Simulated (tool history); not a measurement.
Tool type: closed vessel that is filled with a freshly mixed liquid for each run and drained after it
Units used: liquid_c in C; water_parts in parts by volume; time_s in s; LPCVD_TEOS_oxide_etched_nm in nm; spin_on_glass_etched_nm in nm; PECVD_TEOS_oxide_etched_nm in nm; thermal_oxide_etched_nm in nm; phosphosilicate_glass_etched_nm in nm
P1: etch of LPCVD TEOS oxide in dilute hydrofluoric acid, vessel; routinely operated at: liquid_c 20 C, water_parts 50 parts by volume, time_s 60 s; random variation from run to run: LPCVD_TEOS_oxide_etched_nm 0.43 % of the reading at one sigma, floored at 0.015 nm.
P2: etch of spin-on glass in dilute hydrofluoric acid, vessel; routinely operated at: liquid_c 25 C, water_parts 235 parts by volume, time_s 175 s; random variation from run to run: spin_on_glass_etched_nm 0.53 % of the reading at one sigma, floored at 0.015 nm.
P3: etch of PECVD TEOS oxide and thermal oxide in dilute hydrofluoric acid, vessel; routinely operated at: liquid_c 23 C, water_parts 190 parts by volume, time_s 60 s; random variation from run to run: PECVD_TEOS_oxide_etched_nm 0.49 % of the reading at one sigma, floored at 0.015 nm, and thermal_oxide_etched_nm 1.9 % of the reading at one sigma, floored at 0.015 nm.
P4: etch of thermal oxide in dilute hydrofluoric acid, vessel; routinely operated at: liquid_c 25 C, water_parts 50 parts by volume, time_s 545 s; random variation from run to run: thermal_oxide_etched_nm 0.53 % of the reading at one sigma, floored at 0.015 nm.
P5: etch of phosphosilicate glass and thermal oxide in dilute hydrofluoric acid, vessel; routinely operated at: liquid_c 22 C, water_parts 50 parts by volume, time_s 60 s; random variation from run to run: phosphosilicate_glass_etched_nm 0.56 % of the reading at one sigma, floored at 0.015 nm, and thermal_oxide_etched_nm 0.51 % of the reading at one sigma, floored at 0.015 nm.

run	hour	process	liquid_c	water_parts	time_s	hours since the thermometer was replaced	hours since the hydrofluoric acid flow meter was replaced	LPCVD_TEOS_oxide_etched_nm	spin_on_glass_etched_nm	PECVD_TEOS_oxide_etched_nm	thermal_oxide_etched_nm	phosphosilicate_glass_etched_nm
1	7.5	P1	20	50	60	936.3	1371.4	27.231				
2	21.8	P2	32.5	235	175	950.6	1385.7		42.01			
3	38.4	P1	17	70	60	967.2	1402.3	16.601				
4	49.9	P2	25	145	175	978.7	1413.8		58.463			
5	60	P1	20	50	60	988.8	1423.9	26.923				
6	69.9	P1	20	50	30	998.7	1433.8	13.618				
7	78.7	P1	17	50	60	1007.5	1442.6	23.691				
8	88.2	P1	20	20	60	1017	1452.1	70.648				
9	100.4	P3	26.5	190	60	1029.2	1464.3			5.7776	1.4323	
10	116.8	P4	18	50	545	1045.6	1480.7				42.529	
11	125.9	P3	23	190	60	1054.7	1489.8			5.0759	1.2688	
12	141.8	P1	20	50	60	1070.6	1505.7	26.943				
13	152.6	P1	20	50	60	1081.4	1516.5	26.935				
14	162.5	P3	23	190	60	1091.3	1526.4			5.0758	1.2644	
15	174.5	P4	25	75	545	1103.3	1538.4				37.266	
16	186.2	P3	23	190	90	1115	1550.1			7.5864	1.8767	
17	200.1	P2	25	235	275	1128.9	1564		51.537			
18	209.8	P3	23	40	60	1138.6	1573.7			28.885	7.4074	
19	222.1	P5	17	50	60	1150.9	1586				4.7383	119.66
20	234.3	P1	20	50	110	1163.1	1598.2	49.82				
21	247.4	P5	22	50	30	1176.2	1611.3				2.9562	74.267
22	255.9	P4	25	50	545	1184.7	1619.8				57.215	
23	264.9	P4	25	50	545	1193.7	1628.8				56.9	
24	272.5	P1	17	50	30	1201.3	1636.4	11.963				
25	287.8	P2	25	235	175	1216.6	1651.7		32.55			
26	299.4	P1	20	50	60	1228.2	1663.3	27.155				
27	312.7	P1	20	80	60	1241.5	1676.6	16.354				
28	326.8	P2	25	235	175	1255.6	1690.7		32.476			
29	336.7	P1	17	50	30	1265.5	1700.6	11.805				
30	351.1	P1	24.5	50	60	1279.9	1715	32.526				
31	360.4	P5	22	20	60	1289.2	1724.3				15.338	381.98
32	371	P5	22	50	60	1299.8	1734.9				5.9407	148.12
33	384.3	P4	25	50	55	1313.1	1748.2				5.7653	
34	392.1	P1	20	50	60	1320.9	1756	27.083				
35	405.2	P1	20	50	60	1334	1769.1	27.837				
36	413	P1	20	50	60	1341.8	1776.9	28.384				
37	424	P1	20	50	60	1352.8	1787.9	28.547				
38	434.4	P1	20	50	60	1363.2	1798.3	28.621				
39	446.6	P1	20	50	60	1375.4	1810.5	29.077				
40	459.2	P1	20	50	60	1388	1823.1	29.308				
41	471.4	P1	20	50	60	1400.2	1835.3	29.322				
42	479	P1	20	50	60	1407.8	1842.9	29.153				
43	487.3	P1	20	50	60	1416.1	1851.2	29.241				
44	500.7	P1	20	50	60	1429.5	1864.6	29.256				

P1 has crept away from where it was. The log is fitted equally well by each of these 2 causes, at the sizes shown:
A: liquid hotter than its thermometer reads (K) = 1.88
B: hydrofluoric acid flow above the setpoint (%) = 7.75
Onset of the creep was near hour 392.1.

The 4 check runs listed below each average the results of 2 wafers, and their outcomes are marked with question marks. Under which run would the listed causes produce clearly different results?
check 1	514.1	P4	25	70	545						?	
check 2	514.1	P5	17.5	50	60						?	?
check 3	514.1	P2	32	235	270				?			
check 4	514.1	P3	23	40	60					?	?	

Outcome of each check run for each possible cause:
check	result	if A	if B
check 1	thermal_oxide_etched_nm	42.831	43.101
check 2	thermal_oxide_etched_nm	5.2886	5.2778
check 2	phosphosilicate_glass_etched_nm	131.86	131.59
check 3	spin_on_glass_etched_nm	68.001	70.384
check 4	PECVD_TEOS_oxide_etched_nm	31.149	31.163
check 4	thermal_oxide_etched_nm	7.8042	7.8077
Separation of the two closest causes in each check, using whichever result separates them best: check 1 0.63 %; check 2 0.2 %; check 3 3.44 %; check 4 0.05 %
Check 3 distinguishes between the causes, while the remaining checks would return nearly the same result for all of them.

Running check 3 produced the following: spin_on_glass_etched_nm 68.274 nm. Which one of the listed causes fits?

It was cause A: liquid hotter than its thermometer reads (K).

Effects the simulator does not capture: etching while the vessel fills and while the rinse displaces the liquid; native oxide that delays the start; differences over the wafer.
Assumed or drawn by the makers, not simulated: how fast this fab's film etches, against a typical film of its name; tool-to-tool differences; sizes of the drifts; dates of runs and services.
